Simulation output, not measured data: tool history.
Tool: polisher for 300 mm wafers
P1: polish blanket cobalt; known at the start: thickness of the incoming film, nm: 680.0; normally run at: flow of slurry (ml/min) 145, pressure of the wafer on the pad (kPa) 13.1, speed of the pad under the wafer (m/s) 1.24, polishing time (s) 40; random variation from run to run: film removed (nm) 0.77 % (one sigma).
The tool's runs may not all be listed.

run  hour  flow of slurry (ml/min)  pressure of the wafer on the pad (kPa)  speed of the pad under the wafer (m/s)  polishing time (s)  wafers polished on this pad  hours since the slurry nozzle was cleaned  hours since the head pressure was calibrated  film removed (nm)
  1   4.0                      145                                    13.1                                    1.24                  40                          277                                      178.1                                         293.5            238.270
  2   9.9                      145                                    20.7                                    1.24                  40                          368                                      184.0                                         299.4            376.230
  3  13.3                      145                                    13.1                                    0.68                  30                          421                                      187.4                                         302.8             96.937
  4  19.2                      145                                    13.1                                    1.24                  40                          512                                      193.3                                         308.7            240.350
  5  23.8                      145                                     6.2                                    1.24                  40                          582                                      197.9                                         313.3            112.910
  6  27.5                      145                                    13.1                                    1.24                  22                          640                                      201.6                                         317.0            132.410
  7  31.2                      215                                    13.1                                    1.24                  40                          697                                      205.3                                         320.7            253.270
  8  35.9                      145                                    13.1                                    1.90                  40                          769                                      210.0                                         325.4            362.920
  9  39.5                      145                                    13.1                                    0.56                  57                          825                                      213.6                                         329.0            154.040
     41.0  -- slurry nozzle cleaned
 10  45.6                      145                                    13.1                                    0.70                  40                          919                                        4.7                                         335.1            133.540
 11  49.2                      105                                    13.1                                    1.24                  40                          974                                        8.3                                         338.7            219.980
 12  53.2                      145                                    13.1                                    1.24                  40                         1036                                       12.3                                         342.7            238.280
 13  57.8                      145                                    13.1                                    1.24                  40                         1107                                       16.9                                         347.3            237.390
 14  61.4                      145                                    13.1                                    1.24                  62                         1162                                       20.5                                         350.9            369.230
 15  65.5                      225                                    17.2                                    1.24                  40                         1226                                       24.6                                         355.0            334.560

Run 16 comes next. What will it give?
 16  70.8                      145                                    13.1                                    1.24                  40                         1307                                       29.9                                         360.3                  ?

Run 16 gave film removed (nm) 240.240.

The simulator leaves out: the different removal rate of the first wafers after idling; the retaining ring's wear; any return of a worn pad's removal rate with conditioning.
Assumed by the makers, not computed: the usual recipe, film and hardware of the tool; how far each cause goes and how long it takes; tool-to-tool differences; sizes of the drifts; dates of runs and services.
